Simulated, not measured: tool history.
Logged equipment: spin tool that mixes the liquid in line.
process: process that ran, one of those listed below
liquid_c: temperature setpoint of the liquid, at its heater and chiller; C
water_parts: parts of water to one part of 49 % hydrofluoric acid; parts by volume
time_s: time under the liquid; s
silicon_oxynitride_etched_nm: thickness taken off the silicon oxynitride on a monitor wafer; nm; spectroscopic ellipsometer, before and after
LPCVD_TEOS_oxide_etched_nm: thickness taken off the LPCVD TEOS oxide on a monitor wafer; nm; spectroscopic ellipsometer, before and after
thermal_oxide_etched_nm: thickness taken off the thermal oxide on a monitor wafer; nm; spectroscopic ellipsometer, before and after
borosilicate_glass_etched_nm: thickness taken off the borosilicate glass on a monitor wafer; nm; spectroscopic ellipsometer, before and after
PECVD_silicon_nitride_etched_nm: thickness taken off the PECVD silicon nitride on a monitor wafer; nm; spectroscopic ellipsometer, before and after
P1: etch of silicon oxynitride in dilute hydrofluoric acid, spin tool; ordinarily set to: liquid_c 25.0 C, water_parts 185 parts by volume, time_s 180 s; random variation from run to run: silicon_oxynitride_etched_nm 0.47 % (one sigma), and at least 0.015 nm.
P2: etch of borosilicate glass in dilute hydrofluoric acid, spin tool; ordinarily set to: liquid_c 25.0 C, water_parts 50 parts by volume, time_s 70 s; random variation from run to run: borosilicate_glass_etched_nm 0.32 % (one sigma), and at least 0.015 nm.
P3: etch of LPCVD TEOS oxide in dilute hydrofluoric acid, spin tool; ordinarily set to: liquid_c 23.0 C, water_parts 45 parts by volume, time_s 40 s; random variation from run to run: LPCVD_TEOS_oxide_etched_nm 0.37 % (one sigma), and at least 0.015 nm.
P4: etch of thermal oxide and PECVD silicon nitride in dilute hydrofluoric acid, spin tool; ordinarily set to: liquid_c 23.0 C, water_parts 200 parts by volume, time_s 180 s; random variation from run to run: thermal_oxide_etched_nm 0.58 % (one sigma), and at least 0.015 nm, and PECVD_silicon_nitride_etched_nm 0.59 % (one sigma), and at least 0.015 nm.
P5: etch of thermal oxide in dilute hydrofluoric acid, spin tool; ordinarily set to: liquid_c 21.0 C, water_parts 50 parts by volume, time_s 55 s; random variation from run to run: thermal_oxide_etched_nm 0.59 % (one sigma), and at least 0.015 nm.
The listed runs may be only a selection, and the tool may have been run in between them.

run	day	process	liquid_c	water_parts	time_s	hours since the thermometer was replaced	hours since the hydrofluoric acid flow meter was replaced	silicon_oxynitride_etched_nm	LPCVD_TEOS_oxide_etched_nm	thermal_oxide_etched_nm	borosilicate_glass_etched_nm	PECVD_silicon_nitride_etched_nm
1	0.100	P1	25.0	185	180	323.0	472.0	4.49970				
2	0.275	P3	23.0	20	40	327.2	476.2		38.4170			
3	0.396	P5	17.0	50	55	330.1	479.1			3.8659		
4	0.600	P2	25.0	50	70	335.0	484.0				31.5790	
5	0.721	P1	25.0	70	180	337.9	486.9	13.15300				
6	0.833	P4	23.0	200	90	340.6	489.6			1.9265		2.1120
7	0.933	P2	25.0	50	15	343.0	492.0				6.8299	
8	1.075	P5	21.0	50	55	346.4	495.4			4.6659		
9	1.258	P5	21.0	50	95	350.8	499.8			7.8893		
10	1.371	P1	25.0	185	315	353.5	502.5	8.03980				
11	1.554	P1	19.0	185	180	357.9	506.9	3.48190				
12	1.679	P3	23.0	45	15	360.9	509.9		6.1819			
13	1.829	P3	23.0	45	40	364.5	513.5		16.3920			
14	2.029	P2	21.0	50	70	369.3	518.3				26.7990	
15	2.171	P5	21.0	70	55	372.7	521.7			3.2446		
16	2.338	P3	17.0	45	40	376.7	525.7		12.7280			
17	2.517	P1	25.0	185	30	381.0	530.0	0.75648				
18	2.700	P1	25.0	115	60	385.4	534.4	2.55500				
19	2.792	P2	25.0	50	70	387.6	536.6				31.6410	
20	2.950	P1	25.0	185	180	391.4	540.4	4.56220				
21	3.142	P4	23.0	200	180	396.0	545.0			3.7466		4.2829
# day 3.200: hydrofluoric acid flow meter replaced
22	3.342	P1	25.0	185	180	400.8	3.5	4.50150				
23	3.488	P4	23.0	90	180	404.3	7.0			9.5718		9.3826
24	3.583	P1	29.5	185	180	406.6	9.3	5.47710				
25	3.738	P1	25.0	185	180	410.3	13.0	4.54490				
26	3.850	P1	25.0	335	180	413.0	15.7	2.25980				
27	3.971	P1	25.0	185	180	415.9	18.6	4.53860				
28	4.138	P2	25.0	75	70	419.9	22.6				20.3790	
29	4.325	P1	25.0	185	180	424.4	27.1	4.52280				
30	4.488	P4	31.0	200	180	428.3	31.0			5.0610		6.8825
31	4.621	P1	25.0	185	180	431.5	34.2	4.53760				
32	4.762	P1	25.0	185	180	434.9	37.6	4.45810				
33	4.854	P1	25.0	185	180	437.1	39.8	4.41600				
34	5.033	P1	25.0	185	180	441.4	44.1	4.35570				
35	5.179	P1	25.0	185	180	444.9	47.6	4.32410				

What will run 36 give?
36	5.362	P1	25.0	185	180	449.3	52.0	?				

For run 36 the tool returned silicon_oxynitride_etched_nm 4.34240 nm.
